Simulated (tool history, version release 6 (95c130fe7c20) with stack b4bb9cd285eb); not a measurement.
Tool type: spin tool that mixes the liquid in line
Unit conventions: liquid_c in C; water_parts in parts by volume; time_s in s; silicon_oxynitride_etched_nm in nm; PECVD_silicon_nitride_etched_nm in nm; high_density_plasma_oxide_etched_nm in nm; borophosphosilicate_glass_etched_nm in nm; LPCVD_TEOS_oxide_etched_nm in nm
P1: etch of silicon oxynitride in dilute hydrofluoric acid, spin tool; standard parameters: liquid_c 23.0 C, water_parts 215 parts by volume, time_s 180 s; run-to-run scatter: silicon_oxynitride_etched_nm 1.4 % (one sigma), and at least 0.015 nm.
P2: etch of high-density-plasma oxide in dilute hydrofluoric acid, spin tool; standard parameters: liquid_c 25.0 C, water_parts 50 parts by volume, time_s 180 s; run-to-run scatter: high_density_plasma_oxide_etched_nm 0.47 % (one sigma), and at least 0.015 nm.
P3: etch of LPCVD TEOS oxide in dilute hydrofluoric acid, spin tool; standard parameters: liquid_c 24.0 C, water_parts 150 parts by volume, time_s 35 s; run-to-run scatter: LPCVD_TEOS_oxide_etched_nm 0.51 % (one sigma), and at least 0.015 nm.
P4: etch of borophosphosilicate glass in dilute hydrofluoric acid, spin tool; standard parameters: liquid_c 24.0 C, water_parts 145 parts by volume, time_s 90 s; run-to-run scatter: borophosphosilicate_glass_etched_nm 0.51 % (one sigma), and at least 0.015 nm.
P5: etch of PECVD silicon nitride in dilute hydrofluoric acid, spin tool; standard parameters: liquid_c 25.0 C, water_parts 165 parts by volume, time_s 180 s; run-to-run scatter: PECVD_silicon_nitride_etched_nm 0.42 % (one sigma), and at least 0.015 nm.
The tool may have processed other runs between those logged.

run,hour,process,liquid_c,water_parts,time_s,hours since the thermometer was replaced,hours since the hydrofluoric acid flow meter was replaced,silicon_oxynitride_etched_nm,PECVD_silicon_nitride_etched_nm,high_density_plasma_oxide_etched_nm,borophosphosilicate_glass_etched_nm,LPCVD_TEOS_oxide_etched_nm
1,6.5,P1,23.0,215,180,222.3,295.0,1.98550,,,,
2,14.4,P1,23.0,215,180,230.2,302.9,2.06230,,,,
3,18.3,P5,25.0,165,180,234.1,306.8,,5.7661,,,
4,25.9,P1,23.0,215,180,241.7,314.4,2.07680,,,,
5,31.8,P2,25.0,70,180,247.6,320.3,,,20.829,,
6,39.0,P1,27.5,215,180,254.8,327.5,2.51140,,,,
7,45.6,P4,24.0,145,90,261.4,334.1,,,,24.5970,
8,52.5,P1,23.0,350,180,268.3,341.0,1.17830,,,,
9,58.8,P1,23.0,215,15,274.6,347.3,0.16058,,,,
10,66.3,P1,23.0,125,180,282.1,354.8,3.72290,,,,
11,70.7,P1,23.0,215,180,286.5,359.2,2.02780,,,,
12,78.1,P5,25.0,165,50,293.9,366.6,,1.5907,,,
13,83.0,P4,17.0,145,90,298.8,371.5,,,,18.8080,
14,88.9,P1,23.0,215,180,304.7,377.4,2.04390,,,,
15,93.6,P2,25.0,50,180,309.4,382.1,,,29.722,,
16,98.0,P3,24.0,150,35,313.8,386.5,,,,,6.3502
17,103.2,P5,25.0,165,180,319.0,391.7,,5.7454,,,
18,106.7,P5,18.0,165,180,322.5,395.2,,3.6280,,,
19,114.5,P2,25.0,50,340,330.3,403.0,,,56.860,,
20,121.7,P3,24.0,150,65,337.5,410.2,,,,,11.8530
21,128.3,P3,24.0,150,35,344.1,416.8,,,,,6.4070
22,131.9,P2,17.0,50,180,347.7,420.4,,,21.215,,
23,136.1,P3,24.0,95,35,351.9,424.6,,,,,10.7530
24,144.3,P3,17.0,150,35,360.1,432.8,,,,,4.8625
25,151.2,P1,23.0,215,295,367.0,439.7,3.34760,,,,
26,156.4,P1,23.0,70,75,372.2,444.9,2.83400,,,,
27,162.6,P1,23.0,215,180,378.4,451.1,2.06000,,,,
28,166.4,P5,25.0,30,180,382.2,454.9,,30.8800,,,
29,174.0,P1,23.0,215,180,389.8,462.5,2.00120,,,,
30,181.6,P1,18.0,215,180,397.4,470.1,1.63160,,,,
31,186.9,P4,24.0,35,90,402.7,475.4,,,,117.7000,
32,195.1,P1,23.0,140,275,410.9,483.6,5.07900,,,,
33,199.8,P1,23.0,100,285,415.6,488.3,7.66990,,,,
34,206.6,P4,24.0,145,15,422.4,495.1,,,,4.1507,
35,211.6,P1,23.0,215,180,427.4,500.1,2.06160,,,,
36,216.2,P1,23.0,215,180,432.0,504.7,2.02340,,,,
37,223.8,P1,23.0,215,180,439.6,512.3,2.14150,,,,
38,229.5,P1,23.0,215,180,445.3,518.0,2.20460,,,,
39,233.7,P1,23.0,215,180,449.5,522.2,2.19370,,,,
40,240.1,P1,23.0,215,180,455.9,528.6,2.14680,,,,
41,244.3,P1,23.0,215,180,460.1,532.8,2.25150,,,,
42,248.1,P1,23.0,215,180,463.9,536.6,2.24290,,,,
43,255.0,P1,23.0,215,180,470.8,543.5,2.18310,,,,

Something has made what P1 gives creep away from where it was; the 2 causes below, each at its own stated size, fit the log equally well:
A: liquid hotter than its thermometer reads (K) = 1.74
B: hydrofluoric acid flow above the setpoint (%) = 6.93
Creep in the process output first set in at about hour 211.6.

Question marks stand in for the results of the 4 check runs listed below, each run on one wafer. Under which run would the listed causes show clearly different results?
check 1,261.9,P4,18.0,145,40,,,,,,?,
check 2,261.9,P2,18.5,50,310,,,,,?,,
check 3,261.9,P5,20.0,165,180,,,,?,,,
check 4,261.9,P3,18.0,150,35,,,,,,,?

How each check would come out, cause by cause:
check,result,if A,if B
check 1,borophosphosilicate_glass_etched_nm,9.3555,9.4141
check 2,high_density_plasma_oxide_etched_nm,42.167,42.018
check 3,PECVD_silicon_nitride_etched_nm,4.6732,4.4475
check 4,LPCVD_TEOS_oxide_etched_nm,5.4014,5.4376
Distance between the nearest two causes, measured in the result of the check that separates them most: check 1 0.62 %; check 2 0.35 %; check 3 4.95 %; check 4 0.67 %
The causes can be told apart only by check 3. The other checks would give nearly the same results under each of them.

With check 3 done, the readings were: PECVD_silicon_nitride_etched_nm 4.4778 nm. Identify which of the listed causes applies.

It was cause B: hydrofluoric acid flow above the setpoint (%).
